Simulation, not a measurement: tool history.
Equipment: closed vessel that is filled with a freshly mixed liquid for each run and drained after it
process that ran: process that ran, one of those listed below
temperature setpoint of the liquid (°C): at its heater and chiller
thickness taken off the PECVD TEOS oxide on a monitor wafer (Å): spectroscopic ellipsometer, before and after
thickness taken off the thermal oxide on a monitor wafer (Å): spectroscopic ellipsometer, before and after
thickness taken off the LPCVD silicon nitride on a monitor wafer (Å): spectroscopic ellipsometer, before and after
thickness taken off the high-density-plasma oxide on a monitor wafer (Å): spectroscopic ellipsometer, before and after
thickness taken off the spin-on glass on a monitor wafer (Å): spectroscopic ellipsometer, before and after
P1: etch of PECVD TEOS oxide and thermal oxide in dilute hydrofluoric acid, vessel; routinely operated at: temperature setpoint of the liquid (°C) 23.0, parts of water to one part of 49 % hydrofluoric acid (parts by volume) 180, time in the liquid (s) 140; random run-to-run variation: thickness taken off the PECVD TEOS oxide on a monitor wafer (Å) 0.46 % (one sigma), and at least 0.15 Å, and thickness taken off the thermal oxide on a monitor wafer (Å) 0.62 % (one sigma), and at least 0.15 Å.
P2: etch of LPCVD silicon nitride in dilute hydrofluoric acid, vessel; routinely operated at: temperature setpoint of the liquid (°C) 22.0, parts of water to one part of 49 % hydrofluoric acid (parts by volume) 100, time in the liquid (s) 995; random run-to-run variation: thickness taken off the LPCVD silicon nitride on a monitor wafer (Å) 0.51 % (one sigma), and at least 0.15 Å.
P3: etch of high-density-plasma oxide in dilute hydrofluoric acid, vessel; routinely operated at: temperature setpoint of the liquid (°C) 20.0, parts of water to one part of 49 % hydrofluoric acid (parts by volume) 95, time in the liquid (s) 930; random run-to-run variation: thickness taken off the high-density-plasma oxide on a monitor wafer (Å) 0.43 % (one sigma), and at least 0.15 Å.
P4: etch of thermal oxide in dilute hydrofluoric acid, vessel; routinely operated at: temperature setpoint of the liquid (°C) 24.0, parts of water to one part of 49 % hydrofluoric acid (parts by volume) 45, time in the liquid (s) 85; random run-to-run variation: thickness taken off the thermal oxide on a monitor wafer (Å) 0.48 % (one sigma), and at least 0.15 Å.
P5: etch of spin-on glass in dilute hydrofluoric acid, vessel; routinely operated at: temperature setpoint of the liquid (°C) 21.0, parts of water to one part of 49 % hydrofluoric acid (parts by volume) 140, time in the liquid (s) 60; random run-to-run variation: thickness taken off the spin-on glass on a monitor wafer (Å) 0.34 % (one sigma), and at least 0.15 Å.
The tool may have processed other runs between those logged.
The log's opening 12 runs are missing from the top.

run	day	process that ran	temperature setpoint of the liquid (°C)	parts of water to one part of 49 % hydrofluoric acid (parts by volume)	time in the liquid (s)	hours since the thermometer was replaced	hours since the hydrofluoric acid flow meter was replaced	thickness taken off the PECVD TEOS oxide on a monitor wafer (Å)	thickness taken off the thermal oxide on a monitor wafer (Å)	thickness taken off the LPCVD silicon nitride on a monitor wafer (Å)	thickness taken off the high-density-plasma oxide on a monitor wafer (Å)	thickness taken off the spin-on glass on a monitor wafer (Å)
13	4.054	P5	28.5	140	60	955.0	520.8					117.380
14	4.483	P1	19.0	180	140	965.3	531.1	68.906	29.078			
15	4.712	P1	23.0	180	140	970.8	536.6	80.432	33.925			
16	4.967	P3	20.0	95	80	976.9	542.7				36.972	
17	5.208	P4	24.0	45	85	982.7	548.5		96.525			
18	5.438	P1	23.0	180	140	988.2	554.0	80.118	33.882			
19	5.742	P1	23.0	290	140	995.5	561.3	44.781	19.000			
20	6.058	P5	21.0	140	60	1003.1	568.9					88.493
21	6.383	P4	29.0	45	85	1010.9	576.7		119.030			

Forecast run 22:
22	6.796	P2	22.0	100	995	1020.8	586.6			?		

{"run 22": {"thickness taken off the LPCVD silicon nitride on a monitor wafer (Å)": 42.944}}
